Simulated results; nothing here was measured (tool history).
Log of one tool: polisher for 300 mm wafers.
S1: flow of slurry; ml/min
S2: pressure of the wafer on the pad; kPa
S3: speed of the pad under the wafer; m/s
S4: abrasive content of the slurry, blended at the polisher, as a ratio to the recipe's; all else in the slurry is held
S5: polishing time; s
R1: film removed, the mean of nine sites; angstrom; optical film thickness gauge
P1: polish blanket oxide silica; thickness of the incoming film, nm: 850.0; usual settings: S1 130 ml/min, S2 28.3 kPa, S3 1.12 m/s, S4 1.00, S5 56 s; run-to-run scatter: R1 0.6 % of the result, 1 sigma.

run 1 day=0.546 | S1=130 S2=28.3 S3=1.12 S4=1.00 S5=56 | R1=1601.40
run 2 day=1.062 | S1=130 S2=28.3 S3=1.12 S4=1.00 S5=56 | R1=1616.60
run 3 day=1.538 | S1=130 S2=28.3 S3=1.12 S4=1.00 S5=56 | R1=1613.90
run 4 day=1.879 | S1=130 S2=15.2 S3=1.12 S4=1.00 S5=56 | R1=866.65
run 5 day=2.567 | S1=130 S2=28.3 S3=1.12 S4=1.00 S5=34 | R1=977.24
-- day=2.879 conditioning disc replaced and pad reconditioned
run 6 day=3.021 | S1=130 S2=28.3 S3=1.12 S4=1.00 S5=56 | R1=1606.50
run 7 day=3.654 | S1=130 S2=28.3 S3=1.46 S4=1.00 S5=56 | R1=1981.10
-- day=3.671 slurry blender recalibrated
run 8 day=4.071 | S1=130 S2=43.4 S3=1.12 S4=1.25 S5=56 | R1=2762.00
run 9 day=4.750 | S1=130 S2=28.3 S3=1.12 S4=1.00 S5=82 | R1=2337.20
run 10 day=5.075 | S1=130 S2=28.3 S3=1.12 S4=1.00 S5=56 | R1=1608.40
run 11 day=5.667 | S1=130 S2=28.3 S3=1.12 S4=1.25 S5=56 | R1=1763.80
run 12 day=6.188 | S1=130 S2=28.3 S3=0.50 S4=1.00 S5=56 | R1=842.88
run 13 day=6.812 | S1=130 S2=28.3 S3=1.12 S4=0.55 S5=56 | R1=1160.90
run 14 day=7.125 | S1=165 S2=28.3 S3=1.12 S4=1.00 S5=56 | R1=1686.40
run 15 day=7.788 | S1=80 S2=28.3 S3=1.12 S4=1.00 S5=56 | R1=1429.40
run 16 day=8.254 | S1=130 S2=41.4 S3=1.12 S4=1.00 S5=56 | R1=2346.60
run 17 day=8.938 | S1=130 S2=28.3 S3=1.12 S4=1.00 S5=56 | R1=1601.00
run 18 day=9.408 | S1=130 S2=28.3 S3=1.12 S4=1.00 S5=56 | R1=1563.80
run 19 day=9.992 | S1=130 S2=28.3 S3=1.12 S4=1.00 S5=56 | R1=1509.00
run 20 day=10.350 | S1=130 S2=28.3 S3=1.12 S4=1.00 S5=56 | R1=1491.30
run 21 day=10.746 | S1=130 S2=28.3 S3=1.12 S4=1.00 S5=56 | R1=1468.20
run 22 day=11.242 | S1=130 S2=28.3 S3=1.12 S4=1.00 S5=56 | R1=1476.30
-- day=11.408 conditioning disc replaced and pad reconditioned
-- day=11.600 worn pad replaced by a new one
run 23 day=11.662 | S1=130 S2=28.3 S3=1.12 S4=1.00 S5=56 | R1=1465.90
run 24 day=12.262 | S1=130 S2=28.3 S3=1.12 S4=1.00 S5=56 | R1=1443.60
-- day=12.696 slurry blender recalibrated
run 25 day=12.833 | S1=130 S2=28.3 S3=1.12 S4=1.00 S5=56 | R1=1450.40
run 26 day=13.346 | S1=130 S2=28.3 S3=1.12 S4=1.00 S5=56 | R1=1442.70
run 27 day=13.812 | S1=130 S2=28.3 S3=1.12 S4=1.00 S5=56 | R1=1441.60
run 28 day=14.188 | S1=130 S2=28.3 S3=1.12 S4=1.00 S5=56 | R1=1433.20

What P1 gives has crept away from where it was. These 2 causes fit the log equally well, each at the size given:
A: slurry flow missing at the pad, % = 37
B: head's pressure below its setpoint, % = 10.8
The creep began at about day 8.938.
Why every other cause is out:
removal rate lost through wear of the pad, %: serviced at day 11.600, which brought nothing back
abrasive missing from the slurry, %: serviced at day 12.696, which brought nothing back
time polished since the conditioner stopped cutting, s: serviced at day 11.408, which brought nothing back

4 check runs are offered, one wafer each, their results left as question marks. Which one tells the causes apart?
run check 1 day=14.562 | S1=130 S2=33.8 S3=1.12 S4=0.80 S5=56 | R1=?
run check 2 day=14.562 | S1=80 S2=28.3 S3=1.12 S4=0.60 S5=56 | R1=?
run check 3 day=14.562 | S1=130 S2=28.3 S3=0.78 S4=1.00 S5=56 | R1=?
run check 4 day=14.562 | S1=130 S2=28.3 S3=0.50 S4=1.00 S5=56 | R1=?

What each check would give under each cause:
check=check_1 result=R1 if_A=1541.20 if_B=1540.40
check=check_2 result=R1 if_A=921.65 if_B=976.15
check=check_3 result=R1 if_A=1075.20 if_B=1074.70
check=check_4 result=R1 if_A=753.34 if_B=752.97
How far apart the two closest causes lie, in the result that separates them most: check 1 0.05 %; check 2 5.74 %; check 3 0.05 %; check 4 0.05 %
Only check 2 tells the causes apart: in the others they would give nearly the same result.

Check 2 was then run and gave: R1 980.66 angstrom. Which cause is it?

It is B: head's pressure below its setpoint, %.
